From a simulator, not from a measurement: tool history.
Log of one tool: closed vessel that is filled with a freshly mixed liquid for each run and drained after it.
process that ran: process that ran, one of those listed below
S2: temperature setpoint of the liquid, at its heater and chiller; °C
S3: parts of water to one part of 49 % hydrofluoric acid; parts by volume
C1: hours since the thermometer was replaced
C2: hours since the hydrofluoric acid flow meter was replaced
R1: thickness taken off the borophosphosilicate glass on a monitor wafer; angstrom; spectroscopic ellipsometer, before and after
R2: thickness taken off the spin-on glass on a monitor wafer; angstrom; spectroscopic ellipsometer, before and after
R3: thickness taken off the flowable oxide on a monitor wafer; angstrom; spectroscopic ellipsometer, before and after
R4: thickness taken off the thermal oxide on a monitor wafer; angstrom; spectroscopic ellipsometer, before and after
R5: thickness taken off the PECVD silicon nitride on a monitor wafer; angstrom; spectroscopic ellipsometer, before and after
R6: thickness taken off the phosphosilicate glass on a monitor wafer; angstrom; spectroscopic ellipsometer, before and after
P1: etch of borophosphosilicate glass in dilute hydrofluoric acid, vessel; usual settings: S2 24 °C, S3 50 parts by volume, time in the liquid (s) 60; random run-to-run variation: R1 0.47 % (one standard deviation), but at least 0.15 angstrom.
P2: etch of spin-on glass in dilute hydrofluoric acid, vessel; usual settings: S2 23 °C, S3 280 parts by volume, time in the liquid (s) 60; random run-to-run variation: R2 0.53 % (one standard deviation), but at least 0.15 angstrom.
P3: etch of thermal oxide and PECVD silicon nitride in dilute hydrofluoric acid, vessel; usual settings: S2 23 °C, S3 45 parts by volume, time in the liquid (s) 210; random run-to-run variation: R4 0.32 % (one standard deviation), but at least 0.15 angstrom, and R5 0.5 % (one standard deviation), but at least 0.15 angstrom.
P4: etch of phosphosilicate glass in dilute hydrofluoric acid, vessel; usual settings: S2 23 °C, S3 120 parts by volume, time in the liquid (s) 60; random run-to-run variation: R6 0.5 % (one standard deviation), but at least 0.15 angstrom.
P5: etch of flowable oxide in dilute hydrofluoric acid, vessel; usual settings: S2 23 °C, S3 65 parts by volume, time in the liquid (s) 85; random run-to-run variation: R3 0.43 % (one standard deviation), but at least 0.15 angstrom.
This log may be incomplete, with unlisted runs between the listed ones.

Run 1, hour 4.1: process that ran P1, S2 24 °C, S3 50 parts by volume, time in the liquid (s) 60; C1 489.4; C2 1133.9. Result: R1 659.33 angstrom.
Run 2, hour 7.5: process that ran P2, S2 23 °C, S3 280 parts by volume, time in the liquid (s) 60; C1 492.8; C2 1137.3. Result: R2 68.8 angstrom.
Run 3, hour 11.3: process that ran P5, S2 23 °C, S3 65 parts by volume, time in the liquid (s) 85; C1 496.6; C2 1141.1. Result: R3 449.15 angstrom.
Run 4, hour 13.3: process that ran P1, S2 28.5 °C, S3 85 parts by volume, time in the liquid (s) 60; C1 498.6; C2 1143.1. Result: R1 442.74 angstrom.
Run 5, hour 17.5: process that ran P3, S2 23 °C, S3 60 parts by volume, time in the liquid (s) 210; C1 502.8; C2 1147.3. Result: R4 166.21 angstrom, R5 89.791 angstrom.
Run 6, hour 20.1: process that ran P5, S2 23 °C, S3 105 parts by volume, time in the liquid (s) 85; C1 505.4; C2 1149.9. Result: R3 267.26 angstrom.
Run 7, hour 22.7: process that ran P1, S2 24 °C, S3 20 parts by volume, time in the liquid (s) 60; C1 508; C2 1152.5. Result: R1 1729.3 angstrom.
Run 8, hour 26.1: process that ran P4, S2 17 °C, S3 120 parts by volume, time in the liquid (s) 60; C1 511.4; C2 1155.9. Result: R6 612.13 angstrom.
Run 9, hour 29.7: process that ran P1, S2 24 °C, S3 80 parts by volume, time in the liquid (s) 60; C1 515; C2 1159.5. Result: R1 394.84 angstrom.
Run 10, hour 34.2: process that ran P2, S2 17 °C, S3 280 parts by volume, time in the liquid (s) 60; C1 519.5; C2 1164. Result: R2 55.401 angstrom.
Run 11, hour 37.1: process that ran P1, S2 24 °C, S3 50 parts by volume, time in the liquid (s) 60; C1 522.4; C2 1166.9. Result: R1 665.61 angstrom.
Run 12, hour 40.4: process that ran P1, S2 24 °C, S3 50 parts by volume, time in the liquid (s) 60; C1 525.7; C2 1170.2. Result: R1 661.73 angstrom.
Run 13, hour 44.2: process that ran P1, S2 24 °C, S3 50 parts by volume, time in the liquid (s) 60; C1 529.5; C2 1174. Result: R1 655.11 angstrom.
At hour 46.6: hydrofluoric acid flow meter replaced.
Run 14, hour 47.6: process that ran P5, S2 23 °C, S3 65 parts by volume, time in the liquid (s) 135; C1 532.9; C2 1. Result: R3 717.55 angstrom.
Run 15, hour 51.7: process that ran P1, S2 24 °C, S3 50 parts by volume, time in the liquid (s) 100; C1 537; C2 5.1. Result: R1 1093.5 angstrom.
Run 16, hour 54.5: process that ran P3, S2 23 °C, S3 45 parts by volume, time in the liquid (s) 30; C1 539.8; C2 7.9. Result: R4 32.097 angstrom, R5 16.75 angstrom.
Run 17, hour 58.7: process that ran P3, S2 23 °C, S3 45 parts by volume, time in the liquid (s) 210; C1 544; C2 12.1. Result: R4 224.68 angstrom, R5 118.95 angstrom.
Run 18, hour 61.7: process that ran P4, S2 23 °C, S3 120 parts by volume, time in the liquid (s) 30; C1 547; C2 15.1. Result: R6 393.49 angstrom.
Run 19, hour 64.2: process that ran P4, S2 23 °C, S3 120 parts by volume, time in the liquid (s) 60; C1 549.5; C2 17.6. Result: R6 784.72 angstrom.
Run 20, hour 67.2: process that ran P1, S2 30 °C, S3 50 parts by volume, time in the liquid (s) 60; C1 552.5; C2 20.6. Result: R1 843.75 angstrom.
Run 21, hour 69.9: process that ran P1, S2 24 °C, S3 50 parts by volume, time in the liquid (s) 30; C1 555.2; C2 23.3. Result: R1 332.61 angstrom.
Run 22, hour 72.8: process that ran P5, S2 17 °C, S3 65 parts by volume, time in the liquid (s) 85; C1 558.1; C2 26.2. Result: R3 351.23 angstrom.
Run 23, hour 77.2: process that ran P5, S2 23 °C, S3 65 parts by volume, time in the liquid (s) 85; C1 562.5; C2 30.6. Result: R3 450.07 angstrom.
Run 24, hour 81.2: process that ran P1, S2 19 °C, S3 50 parts by volume, time in the liquid (s) 60; C1 566.5; C2 34.6. Result: R1 540.7 angstrom.
Run 25, hour 83.7: process that ran P4, S2 23 °C, S3 45 parts by volume, time in the liquid (s) 60; C1 569; C2 37.1. Result: R6 2302.5 angstrom.
Run 26, hour 88.2: process that ran P2, S2 23 °C, S3 55 parts by volume, time in the liquid (s) 60; C1 573.5; C2 41.6. Result: R2 449.15 angstrom.
Run 27, hour 90.3: process that ran P2, S2 23 °C, S3 280 parts by volume, time in the liquid (s) 30; C1 575.6; C2 43.7. Result: R2 34.139 angstrom.
Run 28, hour 94.8: process that ran P3, S2 17.5 °C, S3 45 parts by volume, time in the liquid (s) 210; C1 580.1; C2 48.2. Result: R4 178.67 angstrom, R5 80.815 angstrom.
Run 29, hour 98.4: process that ran P1, S2 24 °C, S3 50 parts by volume, time in the liquid (s) 60; C1 583.7; C2 51.8. Result: R1 663.58 angstrom.
Run 30, hour 102.6: process that ran P1, S2 24 °C, S3 50 parts by volume, time in the liquid (s) 60; C1 587.9; C2 56. Result: R1 696.19 angstrom.
Run 31, hour 106.2: process that ran P1, S2 24 °C, S3 50 parts by volume, time in the liquid (s) 60; C1 591.5; C2 59.6. Result: R1 715.03 angstrom.
Run 32, hour 108.9: process that ran P1, S2 24 °C, S3 50 parts by volume, time in the liquid (s) 60; C1 594.2; C2 62.3. Result: R1 723.79 angstrom.
Run 33, hour 112.4: process that ran P1, S2 24 °C, S3 50 parts by volume, time in the liquid (s) 60; C1 597.7; C2 65.8. Result: R1 725.42 angstrom.
Run 34, hour 116: process that ran P1, S2 24 °C, S3 50 parts by volume, time in the liquid (s) 60; C1 601.3; C2 69.4. Result: R1 724.66 angstrom.
Run 35, hour 118.3: process that ran P1, S2 24 °C, S3 50 parts by volume, time in the liquid (s) 60; C1 603.6; C2 71.7. Result: R1 728.17 angstrom.
Run 36, hour 122.2: process that ran P1, S2 24 °C, S3 50 parts by volume, time in the liquid (s) 60; C1 607.5; C2 75.6. Result: R1 728.75 angstrom.

The output of P1 has drifted from where it used to be. Each of the 2 causes below, taken at the size shown beside it, accounts for the log equally well:
A: liquid hotter than its thermometer reads (K) = 2.42
B: hydrofluoric acid flow above the setpoint (%) = 9.71
Onset of the creep was near hour 98.4.

Of the 4 check runs listed below, each run on one wafer and each result written as a question mark, which would let you distinguish the listed causes because they would give clearly different results?
Run check 1, hour 126.1: process that ran P2, S2 23 °C, S3 90 parts by volume, time in the liquid (s) 30. Result: R2 ?.
Run check 2, hour 126.1: process that ran P3, S2 23 °C, S3 45 parts by volume, time in the liquid (s) 30. Result: R4 ?, R5 ?.
Run check 3, hour 126.1: process that ran P5, S2 23 °C, S3 85 parts by volume, time in the liquid (s) 85. Result: R3 ?.
Run check 4, hour 126.1: process that ran P4, S2 17 °C, S3 120 parts by volume, time in the liquid (s) 30. Result: R6 ?.

What each check would give under each cause:
  check  result    if A    if B
check 1      R2   144.4  145.28
check 2      R4  35.511  35.439
check 2      R5  20.071  18.656
check 3      R3  370.19   372.1
check 4      R6  340.91  342.16
Minimum pairwise separation of causes per check, each pair taken at its best-separating result: check 1 0.61 %; check 2 7.31 %; check 3 0.52 %; check 4 0.37 %
Of the check runs offered, only check 2 discriminates between the causes; the rest would read about the same regardless of which cause applies.

Here is what check 2 returned: R4 35.416 angstrom; R5 18.959 angstrom. Which cause is it?

It was cause B: hydrofluoric acid flow above the setpoint (%).

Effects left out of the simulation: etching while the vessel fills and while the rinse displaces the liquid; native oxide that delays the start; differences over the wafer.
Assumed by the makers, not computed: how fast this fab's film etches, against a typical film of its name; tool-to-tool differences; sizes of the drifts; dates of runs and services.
